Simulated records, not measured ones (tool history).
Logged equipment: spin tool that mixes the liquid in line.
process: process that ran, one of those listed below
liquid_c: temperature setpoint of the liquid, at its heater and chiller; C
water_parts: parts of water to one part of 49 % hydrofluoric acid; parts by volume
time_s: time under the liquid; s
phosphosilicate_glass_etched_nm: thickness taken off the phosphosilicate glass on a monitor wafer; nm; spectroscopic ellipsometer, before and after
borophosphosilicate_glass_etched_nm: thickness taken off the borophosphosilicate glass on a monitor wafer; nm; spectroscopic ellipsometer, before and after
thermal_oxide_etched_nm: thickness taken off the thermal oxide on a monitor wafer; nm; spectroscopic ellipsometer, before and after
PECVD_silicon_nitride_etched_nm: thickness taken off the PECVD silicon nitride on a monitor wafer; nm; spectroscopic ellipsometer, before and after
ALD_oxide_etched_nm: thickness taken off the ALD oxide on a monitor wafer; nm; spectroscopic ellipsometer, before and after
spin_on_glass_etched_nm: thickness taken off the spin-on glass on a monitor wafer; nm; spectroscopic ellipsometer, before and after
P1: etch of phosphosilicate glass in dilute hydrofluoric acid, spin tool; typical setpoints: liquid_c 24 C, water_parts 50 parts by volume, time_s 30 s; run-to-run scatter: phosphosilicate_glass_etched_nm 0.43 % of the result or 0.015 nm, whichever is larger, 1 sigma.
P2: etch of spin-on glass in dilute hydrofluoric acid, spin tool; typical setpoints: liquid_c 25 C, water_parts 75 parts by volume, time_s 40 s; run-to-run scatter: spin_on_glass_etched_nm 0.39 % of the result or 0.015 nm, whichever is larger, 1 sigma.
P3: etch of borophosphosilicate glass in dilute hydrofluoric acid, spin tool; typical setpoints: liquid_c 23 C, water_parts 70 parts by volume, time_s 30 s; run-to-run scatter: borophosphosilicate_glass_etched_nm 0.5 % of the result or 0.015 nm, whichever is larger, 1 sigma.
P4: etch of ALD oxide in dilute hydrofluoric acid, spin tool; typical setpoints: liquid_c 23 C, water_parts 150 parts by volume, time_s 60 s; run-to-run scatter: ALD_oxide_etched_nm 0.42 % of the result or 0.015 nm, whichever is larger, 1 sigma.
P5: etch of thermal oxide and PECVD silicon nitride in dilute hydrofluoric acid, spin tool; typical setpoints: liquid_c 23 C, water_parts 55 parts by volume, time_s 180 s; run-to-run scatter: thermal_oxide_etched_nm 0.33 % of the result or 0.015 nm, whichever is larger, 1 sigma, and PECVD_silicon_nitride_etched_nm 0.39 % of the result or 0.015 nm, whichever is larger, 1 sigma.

run     day  process  liquid_c  water_parts  time_s  hours since the thermometer was replaced  hours since the hydrofluoric acid flow meter was replaced  phosphosilicate_glass_etched_nm  borophosphosilicate_glass_etched_nm  thermal_oxide_etched_nm  PECVD_silicon_nitride_etched_nm  ALD_oxide_etched_nm  spin_on_glass_etched_nm
  1   0.254       P1        24           50      30                                     195.1                                                     1342.7                            101.1
  2   0.575       P3        23           70      30                                     202.8                                                     1350.4                                                                11.227
  3   0.762       P3        23           70      30                                     207.3                                                     1354.9                                                                11.128
  4   0.929       P3        23           70      15                                     211.3                                                     1358.9                                                                5.5327
  5   1.162       P5        23           80     180                                     216.9                                                     1364.5                                                                                         10.697                           6.6465
  6   1.354       P5        23           55      25                                     221.5                                                     1369.1                                                                                          2.235                           1.3513
  7   1.571       P4        23          150     110                                     226.7                                                     1374.3                                                                                                                                               21.827
  8    1.75       P2        25           75      40                                       231                                                     1378.6                                                                                                                                                                        38.177
  9   2.029       P5        23           55     180                                     237.7                                                     1385.3                                                                                         16.122                           9.7017
 10   2.354       P2        25           75      40                                     245.5                                                     1393.1                                                                                                                                                                        38.286
 11   2.504       P1        24           85      45                                     249.1                                                     1396.7                           85.821
 12   2.758       P1        24           90      30                                     255.2                                                     1402.8                           53.093
 13   3.012       P1        24           50      30                                     261.3                                                     1408.9                           101.28
 14   3.196       P2        20           75      40                                     265.7                                                     1413.3                                                                                                                                                                         31.16
 15   3.346       P1        24           20      30                                     269.3                                                     1416.9                           264.08
 16   3.658       P3        28           70      30                                     276.8                                                     1424.4                                                                13.669
 17     3.9       P1        28           30      30                                     282.6                                                     1430.2                           204.22
 18   4.067       P2        25           20      40                                     286.6                                                     1434.2                                                                                                                                                                        154.68
 19   4.354       P1        24           50      30                                     293.5                                                     1441.1                           101.46
 20   4.667       P1        24           50      30                                       301                                                     1448.6                            100.7
      4.833  -- thermometer replaced
 21     4.9       P2        25           75      65                                       1.6                                                     1454.2                                                                                                                                                                        61.921
 22   5.175       P1        29           50      30                                       8.2                                                     1460.8                           123.46
 23    5.35       P4      29.5          150      60                                      12.4                                                       1465                                                                                                                                               15.126
 24   5.667       P5        29           55     180                                        20                                                     1472.6                                                                                         20.595                           14.416
 25   5.867       P1        24           50      45                                      24.8                                                     1477.4                            151.7
 26     6.1       P3        23           40      30                                      30.4                                                       1483                                                                20.472
 27   6.433       P4        23           35      60                                      38.4                                                       1491                                                                                                                                               58.784
 28   6.667       P1        24           50      15                                        44                                                     1496.6                           50.342
 29   6.821       P1        24           50      30                                      47.7                                                     1500.3                           101.92
 30   6.996       P4        23          150      60                                      51.9                                                     1504.5                                                                                                                                               12.019
 31     7.3       P1      19.5           50      30                                      59.2                                                     1511.8                            84.24
 32   7.625       P1        24           50      30                                        67                                                     1519.6                           100.91
 33   7.929       P1        24           50      30                                      74.3                                                     1526.9                             98.1
 34   8.158       P1        24           50      30                                      79.8                                                     1532.4                           96.857
 35   8.396       P1        24           50      30                                      85.5                                                     1538.1                           95.119
 36   8.642       P1        24           50      30                                      91.4                                                       1544                           95.413
 37   8.783       P1        24           50      30                                      94.8                                                     1547.4                           94.111
 38   9.008       P1        24           50      30                                     100.2                                                     1552.8                           93.217
 39   9.238       P1        24           50      30                                     105.7                                                     1558.3                            93.52
 40     9.5       P1        24           50      30                                       112                                                     1564.6                           92.184
 41   9.771       P1        24           50      30                                     118.5                                                     1571.1                           93.018
 42  10.033       P1        24           50      30                                     124.8                                                     1577.4                           93.029
 43  10.296       P1        24           50      30                                     131.1                                                     1583.7                           92.343

What P1 gives has crept off from where it sat before. The 2 causes that follow fit the log equally well, each at the size noted:
A: liquid colder than its thermometer reads (K) = 2.14
B: hydrofluoric acid flow below the setpoint (%) = 7.94
At approximately day 7.625, the process output began to creep.

Listed below are the offered check runs, one wafer per run, with question marks in place of results. For which of them would the causes give clearly different outcomes?
check 1  10.558       P4      27.5           90      60                                                                                                                                                                                                                                                         ?
check 2  10.558       P2      20.5           75      65                                                                                                                                                                                                                                                                                  ?
check 3  10.558       P5      28.5           55      45                                                                                                                                                                                                   ?                                ?
check 4  10.558       P3        23           50      15                                                                                                                                                                          ?

What each check would give under each cause:
  check                               result    if A    if B
check 1                  ALD_oxide_etched_nm  23.459  23.236
check 2              spin_on_glass_etched_nm   47.29  47.265
check 3              thermal_oxide_etched_nm  4.6342  4.6144
check 3      PECVD_silicon_nitride_etched_nm  3.0217  3.2037
check 4  borophosphosilicate_glass_etched_nm  7.3608  7.3702
Distance between the nearest two causes, measured in the result of the check that separates them most: check 1 0.96 %; check 2 0.05 %; check 3 5.85 %; check 4 0.13 %
Of the check runs offered, only check 3 discriminates between the causes; the rest would read about the same regardless of which cause applies.

After running check 3, the following was obtained: thermal_oxide_etched_nm 4.5933 nm; PECVD_silicon_nitride_etched_nm 3.2174 nm. Which cause does this point to?

It was cause B: hydrofluoric acid flow below the setpoint (%).

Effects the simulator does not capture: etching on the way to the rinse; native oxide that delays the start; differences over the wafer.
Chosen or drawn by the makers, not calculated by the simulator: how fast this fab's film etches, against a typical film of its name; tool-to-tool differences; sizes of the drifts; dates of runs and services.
